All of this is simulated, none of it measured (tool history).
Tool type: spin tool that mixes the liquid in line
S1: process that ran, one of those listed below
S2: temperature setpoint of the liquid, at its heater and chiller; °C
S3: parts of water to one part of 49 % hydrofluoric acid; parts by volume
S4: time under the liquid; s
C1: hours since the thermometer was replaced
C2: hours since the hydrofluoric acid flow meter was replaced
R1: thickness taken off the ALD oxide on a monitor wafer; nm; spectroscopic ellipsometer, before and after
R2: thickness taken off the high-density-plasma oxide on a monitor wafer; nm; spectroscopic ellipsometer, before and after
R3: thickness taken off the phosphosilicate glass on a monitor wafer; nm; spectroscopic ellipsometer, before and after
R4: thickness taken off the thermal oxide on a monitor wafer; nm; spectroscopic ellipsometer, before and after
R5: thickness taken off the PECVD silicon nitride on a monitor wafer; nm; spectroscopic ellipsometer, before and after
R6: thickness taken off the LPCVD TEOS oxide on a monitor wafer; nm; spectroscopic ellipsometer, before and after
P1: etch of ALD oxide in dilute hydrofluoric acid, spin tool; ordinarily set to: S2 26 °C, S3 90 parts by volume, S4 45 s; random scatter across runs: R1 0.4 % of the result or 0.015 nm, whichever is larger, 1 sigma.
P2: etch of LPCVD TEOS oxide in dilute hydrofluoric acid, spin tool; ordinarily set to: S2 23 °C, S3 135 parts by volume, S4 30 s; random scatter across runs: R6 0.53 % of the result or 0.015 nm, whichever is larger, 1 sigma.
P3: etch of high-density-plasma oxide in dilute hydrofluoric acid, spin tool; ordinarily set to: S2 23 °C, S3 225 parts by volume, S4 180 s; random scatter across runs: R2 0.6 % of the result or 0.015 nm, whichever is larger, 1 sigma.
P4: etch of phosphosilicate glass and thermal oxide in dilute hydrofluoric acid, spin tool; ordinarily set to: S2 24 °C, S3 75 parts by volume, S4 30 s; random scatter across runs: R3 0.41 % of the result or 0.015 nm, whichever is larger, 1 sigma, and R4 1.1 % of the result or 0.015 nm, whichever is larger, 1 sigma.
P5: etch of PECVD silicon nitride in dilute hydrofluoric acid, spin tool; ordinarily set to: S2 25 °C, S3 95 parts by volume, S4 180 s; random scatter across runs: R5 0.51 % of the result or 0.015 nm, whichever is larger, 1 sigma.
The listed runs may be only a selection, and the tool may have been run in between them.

Run 1, hour 14.9: S1 P1, S2 26 °C, S3 90 parts by volume, S4 45 s; C1 432.2; C2 509.7. Result: R1 5.9913 nm.
Run 2, hour 25.3: S1 P1, S2 26 °C, S3 90 parts by volume, S4 45 s; C1 442.6; C2 520.1. Result: R1 5.9697 nm.
Run 3, hour 36.1: S1 P1, S2 21.5 °C, S3 120 parts by volume, S4 45 s; C1 453.4; C2 530.9. Result: R1 3.6221 nm.
Run 4, hour 49.2: S1 P1, S2 26 °C, S3 40 parts by volume, S4 15 s; C1 466.5; C2 544. Result: R1 4.7961 nm.
Run 5, hour 57.3: S1 P3, S2 23 °C, S3 225 parts by volume, S4 100 s; C1 474.6; C2 552.1. Result: R2 2.0743 nm.
Run 6, hour 73.7: S1 P4, S2 24 °C, S3 75 parts by volume, S4 55 s; C1 491; C2 568.5. Result: R3 149.58 nm, R4 3.6636 nm.
Run 7, hour 87.4: S1 P1, S2 26 °C, S3 90 parts by volume, S4 80 s; C1 504.7; C2 582.2. Result: R1 10.557 nm.
Run 8, hour 98.6: S1 P5, S2 25 °C, S3 95 parts by volume, S4 180 s; C1 515.9; C2 593.4. Result: R5 11.455 nm.
Run 9, hour 110.2: S1 P1, S2 26 °C, S3 90 parts by volume, S4 45 s; C1 527.5; C2 605. Result: R1 6.0123 nm.
Run 10, hour 124.7: S1 P1, S2 31.5 °C, S3 30 parts by volume, S4 45 s; C1 542; C2 619.5. Result: R1 24.628 nm.
Run 11, hour 140.8: S1 P1, S2 26 °C, S3 55 parts by volume, S4 45 s; C1 558.1; C2 635.6. Result: R1 10.266 nm.
Run 12, hour 155.5: S1 P4, S2 32.5 °C, S3 75 parts by volume, S4 30 s; C1 572.8; C2 650.3. Result: R3 113.26 nm, R4 2.7496 nm.
Run 13, hour 173: S1 P1, S2 26 °C, S3 90 parts by volume, S4 45 s; C1 590.3; C2 667.8. Result: R1 5.9719 nm.
Run 14, hour 186.8: S1 P5, S2 25 °C, S3 30 parts by volume, S4 180 s; C1 604.1; C2 681.6. Result: R5 35.649 nm.
Run 15, hour 195.5: S1 P1, S2 20.5 °C, S3 90 parts by volume, S4 45 s; C1 612.8; C2 690.3. Result: R1 4.7816 nm.
Run 16, hour 211.4: S1 P3, S2 23 °C, S3 225 parts by volume, S4 180 s; C1 628.7; C2 706.2. Result: R2 3.7713 nm.
Run 17, hour 225.6: S1 P1, S2 26 °C, S3 90 parts by volume, S4 15 s; C1 642.9; C2 720.4. Result: R1 1.9721 nm.
Run 18, hour 241.9: S1 P3, S2 23 °C, S3 365 parts by volume, S4 180 s; C1 659.2; C2 736.7. Result: R2 2.0432 nm.
Run 19, hour 259.9: S1 P2, S2 28.5 °C, S3 135 parts by volume, S4 30 s; C1 677.2; C2 754.7. Result: R6 11.322 nm.
Run 20, hour 274.7: S1 P5, S2 25 °C, S3 95 parts by volume, S4 285 s; C1 692; C2 769.5. Result: R5 18.34 nm.
Run 21, hour 288.5: S1 P2, S2 23 °C, S3 70 parts by volume, S4 30 s; C1 705.8; C2 783.3. Result: R6 19.02 nm.
Run 22, hour 297.3: S1 P1, S2 34 °C, S3 90 parts by volume, S4 45 s; C1 714.6; C2 792.1. Result: R1 8.0558 nm.
Run 23, hour 309.2: S1 P4, S2 24 °C, S3 45 parts by volume, S4 30 s; C1 726.5; C2 804. Result: R3 141.58 nm, R4 3.4384 nm.
Run 24, hour 318.4: S1 P1, S2 26 °C, S3 125 parts by volume, S4 45 s; C1 735.7; C2 813.2. Result: R1 4.1148 nm.
Run 25, hour 328.5: S1 P2, S2 23 °C, S3 135 parts by volume, S4 55 s; C1 745.8; C2 823.3. Result: R6 16.748 nm.
Run 26, hour 342.9: S1 P4, S2 24 °C, S3 75 parts by volume, S4 30 s; C1 760.2; C2 837.7. Result: R3 82.042 nm, R4 2.0386 nm.
Run 27, hour 353.2: S1 P2, S2 23 °C, S3 135 parts by volume, S4 30 s; C1 770.5; C2 848. Result: R6 9.1304 nm.
Run 28, hour 361.6: S1 P5, S2 19 °C, S3 95 parts by volume, S4 180 s; C1 778.9; C2 856.4. Result: R5 7.7403 nm.
Run 29, hour 380.1: S1 P3, S2 28.5 °C, S3 225 parts by volume, S4 180 s; C1 797.4; C2 874.9. Result: R2 4.5473 nm.
Run 30, hour 394: S1 P1, S2 26 °C, S3 90 parts by volume, S4 45 s; C1 811.3; C2 888.8. Result: R1 5.9895 nm.
Run 31, hour 407: S1 P1, S2 26 °C, S3 90 parts by volume, S4 45 s; C1 824.3; C2 901.8. Result: R1 5.9847 nm.
Run 32, hour 415.1: S1 P1, S2 26 °C, S3 90 parts by volume, S4 45 s; C1 832.4; C2 909.9. Result: R1 5.906 nm.
Run 33, hour 429.3: S1 P1, S2 26 °C, S3 90 parts by volume, S4 45 s; C1 846.6; C2 924.1. Result: R1 5.7661 nm.
Run 34, hour 437.4: S1 P1, S2 26 °C, S3 90 parts by volume, S4 45 s; C1 854.7; C2 932.2. Result: R1 5.6983 nm.
Run 35, hour 452.1: S1 P1, S2 26 °C, S3 90 parts by volume, S4 45 s; C1 869.4; C2 946.9. Result: R1 5.6242 nm.

Run 36 comes next. What will it give?
Run 36, hour 468.7: S1 P1, S2 26 °C, S3 90 parts by volume, S4 45 s; C1 886; C2 963.5. Result: R1 ?.

R1: 5.596 nm

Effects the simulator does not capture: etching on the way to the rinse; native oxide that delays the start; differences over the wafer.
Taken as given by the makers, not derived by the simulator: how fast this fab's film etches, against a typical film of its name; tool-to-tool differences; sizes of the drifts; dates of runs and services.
